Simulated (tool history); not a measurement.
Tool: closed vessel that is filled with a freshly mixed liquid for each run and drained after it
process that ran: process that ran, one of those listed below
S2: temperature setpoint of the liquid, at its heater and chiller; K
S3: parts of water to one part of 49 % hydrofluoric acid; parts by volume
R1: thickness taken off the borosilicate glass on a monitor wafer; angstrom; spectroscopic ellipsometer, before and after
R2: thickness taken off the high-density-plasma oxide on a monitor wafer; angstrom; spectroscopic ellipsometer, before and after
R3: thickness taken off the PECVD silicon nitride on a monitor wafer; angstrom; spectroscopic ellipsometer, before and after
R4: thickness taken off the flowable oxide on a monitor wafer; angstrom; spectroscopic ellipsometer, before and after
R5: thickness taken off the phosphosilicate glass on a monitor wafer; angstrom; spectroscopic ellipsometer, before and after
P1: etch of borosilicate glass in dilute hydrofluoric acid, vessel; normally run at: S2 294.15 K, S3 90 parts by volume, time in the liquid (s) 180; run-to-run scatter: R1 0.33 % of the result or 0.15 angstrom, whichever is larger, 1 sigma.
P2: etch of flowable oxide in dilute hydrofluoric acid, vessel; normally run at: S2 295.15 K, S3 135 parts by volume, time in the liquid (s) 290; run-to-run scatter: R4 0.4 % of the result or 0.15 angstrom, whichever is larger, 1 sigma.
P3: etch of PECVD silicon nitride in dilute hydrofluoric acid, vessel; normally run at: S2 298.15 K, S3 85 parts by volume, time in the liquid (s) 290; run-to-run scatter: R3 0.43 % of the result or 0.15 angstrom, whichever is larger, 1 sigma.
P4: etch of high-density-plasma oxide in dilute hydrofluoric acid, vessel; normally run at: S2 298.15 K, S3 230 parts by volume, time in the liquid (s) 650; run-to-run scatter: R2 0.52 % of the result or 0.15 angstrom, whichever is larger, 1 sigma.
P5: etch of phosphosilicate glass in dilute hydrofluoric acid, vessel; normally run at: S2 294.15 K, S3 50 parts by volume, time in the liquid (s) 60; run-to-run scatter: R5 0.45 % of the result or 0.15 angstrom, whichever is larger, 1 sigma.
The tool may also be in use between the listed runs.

run 1 hour=10.3 | process_that_ran=P1 S2=294.15 S3=90 time_in_the_liquid_(s)=180 | R1=458.38
run 2 hour=25.3 | process_that_ran=P1 S2=290.15 S3=125 time_in_the_liquid_(s)=180 | R1=271.08
run 3 hour=33 | process_that_ran=P4 S2=298.15 S3=50 time_in_the_liquid_(s)=650 | R2=867.32
run 4 hour=43.7 | process_that_ran=P4 S2=298.15 S3=230 time_in_the_liquid_(s)=650 | R2=154.31
run 5 hour=58.3 | process_that_ran=P4 S2=292.65 S3=230 time_in_the_liquid_(s)=650 | R2=125.86
run 6 hour=73 | process_that_ran=P3 S2=298.15 S3=85 time_in_the_liquid_(s)=290 | R3=115.59
run 7 hour=89.4 | process_that_ran=P1 S2=294.15 S3=90 time_in_the_liquid_(s)=180 | R1=460.15
run 8 hour=102.9 | process_that_ran=P2 S2=303.65 S3=135 time_in_the_liquid_(s)=290 | R4=599.72
run 9 hour=112.4 | process_that_ran=P1 S2=294.15 S3=90 time_in_the_liquid_(s)=30 | R1=76.486
run 10 hour=129 | process_that_ran=P1 S2=294.15 S3=35 time_in_the_liquid_(s)=180 | R1=1263.9
run 11 hour=139 | process_that_ran=P1 S2=290.15 S3=90 time_in_the_liquid_(s)=180 | R1=389.27
run 12 hour=151.3 | process_that_ran=P1 S2=294.15 S3=90 time_in_the_liquid_(s)=180 | R1=458.77
run 13 hour=160.4 | process_that_ran=P1 S2=294.15 S3=165 time_in_the_liquid_(s)=180 | R1=230.63
run 14 hour=177.1 | process_that_ran=P5 S2=294.15 S3=50 time_in_the_liquid_(s)=110 | R5=3428.3
run 15 hour=193 | process_that_ran=P3 S2=290.15 S3=85 time_in_the_liquid_(s)=290 | R3=67.033
run 16 hour=206.3 | process_that_ran=P5 S2=294.15 S3=50 time_in_the_liquid_(s)=60 | R5=1871.3
run 17 hour=215.5 | process_that_ran=P3 S2=298.15 S3=85 time_in_the_liquid_(s)=290 | R3=115.77
run 18 hour=230.8 | process_that_ran=P4 S2=298.15 S3=230 time_in_the_liquid_(s)=1075 | R2=253.97
run 19 hour=241.1 | process_that_ran=P1 S2=301.65 S3=40 time_in_the_liquid_(s)=180 | R1=1491.3
run 20 hour=253.4 | process_that_ran=P1 S2=294.15 S3=90 time_in_the_liquid_(s)=365 | R1=927.94
run 21 hour=263.3 | process_that_ran=P5 S2=290.15 S3=50 time_in_the_liquid_(s)=60 | R5=1560.8
run 22 hour=275.7 | process_that_ran=P5 S2=294.15 S3=85 time_in_the_liquid_(s)=60 | R5=1042.8
run 23 hour=287.6 | process_that_ran=P1 S2=290.15 S3=30 time_in_the_liquid_(s)=180 | R1=1247.7
run 24 hour=302.8 | process_that_ran=P3 S2=298.15 S3=85 time_in_the_liquid_(s)=555 | R3=218.56
run 25 hour=311.2 | process_that_ran=P2 S2=295.15 S3=135 time_in_the_liquid_(s)=290 | R4=432.58
run 26 hour=324.6 | process_that_ran=P1 S2=300.65 S3=90 time_in_the_liquid_(s)=180 | R1=597.61
run 27 hour=332.2 | process_that_ran=P3 S2=298.15 S3=145 time_in_the_liquid_(s)=290 | R3=67.603
run 28 hour=339.4 | process_that_ran=P2 S2=295.15 S3=65 time_in_the_liquid_(s)=290 | R4=969.83
run 29 hour=352.4 | process_that_ran=P1 S2=294.15 S3=90 time_in_the_liquid_(s)=180 | R1=460.81
run 30 hour=363.7 | process_that_ran=P5 S2=294.15 S3=50 time_in_the_liquid_(s)=60 | R5=1852.8
run 31 hour=376.1 | process_that_ran=P2 S2=295.15 S3=135 time_in_the_liquid_(s)=50 | R4=74.308
run 32 hour=386.5 | process_that_ran=P1 S2=294.15 S3=90 time_in_the_liquid_(s)=180 | R1=459.14
run 33 hour=393.9 | process_that_ran=P1 S2=294.15 S3=90 time_in_the_liquid_(s)=180 | R1=471.8

Forecast run 34:
run 34 hour=401.7 | process_that_ran=P1 S2=294.15 S3=90 time_in_the_liquid_(s)=180 | R1=?

R1: 479.56 angstrom
